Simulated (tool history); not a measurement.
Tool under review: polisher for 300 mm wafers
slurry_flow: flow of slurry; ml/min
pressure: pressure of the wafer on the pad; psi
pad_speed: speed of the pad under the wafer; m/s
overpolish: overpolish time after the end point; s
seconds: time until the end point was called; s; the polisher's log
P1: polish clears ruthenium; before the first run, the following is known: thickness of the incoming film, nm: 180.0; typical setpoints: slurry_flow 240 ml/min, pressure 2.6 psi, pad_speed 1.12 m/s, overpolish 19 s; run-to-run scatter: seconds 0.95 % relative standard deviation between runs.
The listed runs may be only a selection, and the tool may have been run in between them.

run     day  slurry_flow  pressure  pad_speed  overpolish  wafers polished on this pad  hours since the slurry nozzle was cleaned  hours since the head pressure was calibrated  seconds
  1   0.529          240       2.6       1.12          19                          964                                      103.8                                         416.5  102.470
  2   0.942          240       2.6       1.12           6                         1028                                      113.7                                         426.4  101.240
  3   1.442          240       2.6       1.12          19                         1107                                      125.7                                         438.4  101.550
  4   1.817          240       2.6       1.12          19                         1165                                      134.7                                         447.4  100.430
  5   2.188          145       3.7       1.12          19                         1223                                      143.6                                         456.3   75.126
  6   2.621          145       2.6       1.12          19                         1291                                      154.0                                         466.7  108.780
  7   2.921          240       2.6       1.12          19                         1338                                      161.2                                         473.9  100.490
  8   3.346          240       3.5       1.12          19                         1404                                      171.4                                         484.1   75.590
  9   3.833          240       2.6       0.58           6                         1480                                      183.1                                         495.8  194.470
 10   4.342          240       2.6       0.54          19                         1560                                      195.3                                         508.0  208.320
 11   4.612          240       2.6       1.12          19                         1602                                      201.8                                         514.5  102.130
 12   5.071          240       2.6       1.12          35                         1674                                      212.8                                         525.5  102.390
 13   5.442          240       1.5       1.12          19                         1732                                      221.7                                         534.4  176.240
 14   5.821          240       2.6       1.54          19                         1791                                      230.8                                         543.5   74.284
 15   6.092          355       2.6       1.12          19                         1834                                      237.3                                         550.0   95.842
 16   6.429          180       3.3       1.12          19                         1886                                      245.4                                         558.1   83.202
 17   6.850          240       2.6       1.12          19                         1952                                      255.5                                         568.2  101.880
 18   7.179          240       2.6       1.12          19                         2004                                      263.4                                         576.1  102.710
 19   7.508          240       2.6       1.12          19                         2055                                      271.3                                         584.0  105.150
 20   7.983          240       2.6       1.12          19                         2129                                      282.7                                         595.4  104.750
 21   8.404          240       2.6       1.12          19                         2195                                      292.8                                         605.5  105.650
 22   8.642          240       2.6       1.12          19                         2232                                      298.5                                         611.2  105.300
 23   8.908          240       2.6       1.12          19                         2274                                      304.9                                         617.6  106.520
      9.354  -- head pressure recalibrated
 24   9.429          240       2.6       1.12          19                         2355                                      317.4                                           1.8  106.420
 25   9.683          240       2.6       1.12          19                         2395                                      323.5                                           7.9  106.520
 26  10.112          240       2.6       1.12          19                         2462                                      333.8                                          18.2  107.170
 27  10.504          240       2.6       1.12          19                         2524                                      343.2                                          27.6  107.500

Something has made what P1 gives creep away from where it was; the 2 causes below, each at its own stated size, fit the log equally well:
A: slurry flow missing at the pad, % = 33.6
B: removal rate lost through wear of the pad, % = 5.37
The gradual shift began around day 6.850.
All other causes, with the reason each is excluded:
head's pressure below its setpoint, %: serviced at day 9.354, which brought nothing back

4 check runs are offered, each on 5 wafers whose results are averaged, their results left as question marks. Which one tells the causes apart?
check 1  10.896          240       2.6       0.62          19                                                                                                                              ?
check 2  10.896          240       2.6       1.12           6                                                                                                                              ?
check 3  10.896          240       2.6       0.56           6                                                                                                                              ?
check 4  10.896          145       2.6       0.58          19                                                                                                                              ?

Outcome of each check run for each possible cause:
  check   result     if A     if B
check 1  seconds  193.330  193.350
check 2  seconds  107.020  107.030
check 3  seconds  214.040  214.060
check 4  seconds  229.230  221.910
Gap, in per cent, between the two causes that each check separates least, read from the result that separates them most: check 1 0.01 %; check 2 0.01 %; check 3 0.01 %; check 4 3.25 %
The other checks would show nearly matching results whichever cause is true, so check 4 is the only one that separates the causes.

Check 4 was carried out, with these results: seconds 222.800 s. Which of the listed causes is responsible?

The correct cause is B, namely: removal rate lost through wear of the pad, %.
